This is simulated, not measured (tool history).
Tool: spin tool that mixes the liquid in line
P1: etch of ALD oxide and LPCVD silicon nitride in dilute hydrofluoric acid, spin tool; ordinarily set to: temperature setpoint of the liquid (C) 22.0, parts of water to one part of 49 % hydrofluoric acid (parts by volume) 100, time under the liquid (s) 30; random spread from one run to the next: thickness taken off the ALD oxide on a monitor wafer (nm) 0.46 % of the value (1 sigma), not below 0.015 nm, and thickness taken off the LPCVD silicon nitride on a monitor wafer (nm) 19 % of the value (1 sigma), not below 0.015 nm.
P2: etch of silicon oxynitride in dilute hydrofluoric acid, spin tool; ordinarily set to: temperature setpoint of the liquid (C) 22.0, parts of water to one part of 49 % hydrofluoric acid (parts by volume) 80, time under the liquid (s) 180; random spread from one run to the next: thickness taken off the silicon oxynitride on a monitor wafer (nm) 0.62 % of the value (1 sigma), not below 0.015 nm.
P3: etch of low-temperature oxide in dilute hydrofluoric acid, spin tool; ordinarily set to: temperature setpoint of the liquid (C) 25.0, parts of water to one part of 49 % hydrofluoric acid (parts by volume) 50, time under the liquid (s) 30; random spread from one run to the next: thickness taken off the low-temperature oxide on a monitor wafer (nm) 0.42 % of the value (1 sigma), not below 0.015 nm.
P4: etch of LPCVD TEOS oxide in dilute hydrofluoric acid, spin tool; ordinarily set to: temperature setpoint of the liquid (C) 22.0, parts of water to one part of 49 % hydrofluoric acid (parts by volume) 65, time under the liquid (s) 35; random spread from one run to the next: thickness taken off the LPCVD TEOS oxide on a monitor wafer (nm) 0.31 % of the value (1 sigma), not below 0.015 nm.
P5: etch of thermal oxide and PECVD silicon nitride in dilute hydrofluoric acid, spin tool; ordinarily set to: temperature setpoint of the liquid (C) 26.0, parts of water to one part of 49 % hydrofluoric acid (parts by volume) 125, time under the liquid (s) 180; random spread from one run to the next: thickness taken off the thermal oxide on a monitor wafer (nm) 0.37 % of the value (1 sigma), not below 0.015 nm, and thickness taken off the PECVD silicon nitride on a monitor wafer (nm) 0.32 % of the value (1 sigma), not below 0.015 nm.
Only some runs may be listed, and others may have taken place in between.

run   hour  process that ran  temperature setpoint of the liquid (C)  parts of water to one part of 49 % hydrofluoric acid (parts by volume)  time under the liquid (s)  hours since the thermometer was replaced  hours since the hydrofluoric acid flow meter was replaced  thickness taken off the ALD oxide on a monitor wafer (nm)  thickness taken off the LPCVD silicon nitride on a monitor wafer (nm)  thickness taken off the silicon oxynitride on a monitor wafer (nm)  thickness taken off the LPCVD TEOS oxide on a monitor wafer (nm)  thickness taken off the thermal oxide on a monitor wafer (nm)  thickness taken off the PECVD silicon nitride on a monitor wafer (nm)  thickness taken off the low-temperature oxide on a monitor wafer (nm)
  1   12.3                P1                                    22.0                                                                     100                         30                                    1417.5                                                      507.3                                                     9.0220                                                                0.13747
  2   19.3                P2                                    22.0                                                                      80                        310                                    1424.5                                                      514.3                                                                                                                                                                                                6.5741
  3   25.4                P2                                    22.0                                                                     120                        180                                    1430.6                                                      520.4                                                                                                                                                                                                2.5039
  4   35.7                P2                                    29.5                                                                      80                        180                                    1440.9                                                      530.7                                                                                                                                                                                                5.4737
  5   46.7                P1                                    29.0                                                                     100                         50                                    1451.9                                                      541.7                                                    19.7530                                                                0.28909
  6   52.7                P4                                    22.0                                                                      20                         35                                    1457.9                                                      547.7                                                                                                                                                                                                                                                                  36.030
  7   63.8                P1                                    29.0                                                                     100                         30                                    1469.0                                                      558.8                                                    11.9160                                                                0.31340
  8   72.9                P1                                    22.0                                                                     100                         30                                    1478.1                                                      567.9                                                     9.2239                                                                0.13034
  9   80.0                P2                                    22.0                                                                      80                        180                                    1485.2                                                      575.0                                                                                                                                                                                                3.7736
 10   87.9                P1                                    22.0                                                                     100                         30                                    1493.1                                                      582.9                                                     9.1352                                                                0.12358
 11   95.2                P1                                    22.0                                                                     100                         30                                    1500.4                                                      590.2                                                     9.1396                                                                0.19009
 12  101.3                P1                                    22.0                                                                     100                         50                                    1506.5                                                      596.3                                                    15.2390                                                                0.20363
 13  108.3                P4                                    22.0                                                                      65                         20                                    1513.5                                                      603.3                                                                                                                                                                                                                                                                   5.939
 14  115.2                P2                                    22.0                                                                      80                        180                                    1520.4                                                      610.2                                                                                                                                                                                                3.8052
 15  126.5                P5                                    26.0                                                                      45                        180                                    1531.7                                                      621.5                                                                                                                                                                                                                                                                                                                                22.1260                                                                22.5740
 16  136.1                P3                                    31.0                                                                      50                         30                                    1541.3                                                      631.1                                                                                                                                                                                                                                                                                                                                                                                                                                                                               17.936
 17  143.2                P4                                    22.0                                                                      65                         35                                    1548.4                                                      638.2                                                                                                                                                                                                                                                                  10.459
 18  155.5                P1                                    22.0                                                                      50                         30                                    1560.7                                                      650.5                                                    19.3060                                                                0.28298
 19  168.1                P1                                    22.0                                                                     100                         30                                    1573.3                                                      663.1                                                     9.1570                                                                0.13515

Run 20, settings as shown, results not yet in. Your forecast:
 20  176.3                P5                                    21.5                                                                     125                        180                                    1581.5                                                      671.3                                                                                                                                                                                                                                                                                                                                      ?                                                                      ?

Logged for run 20: thickness taken off the thermal oxide on a monitor wafer (nm) 6.0513, thickness taken off the PECVD silicon nitride on a monitor wafer (nm) 6.1634.
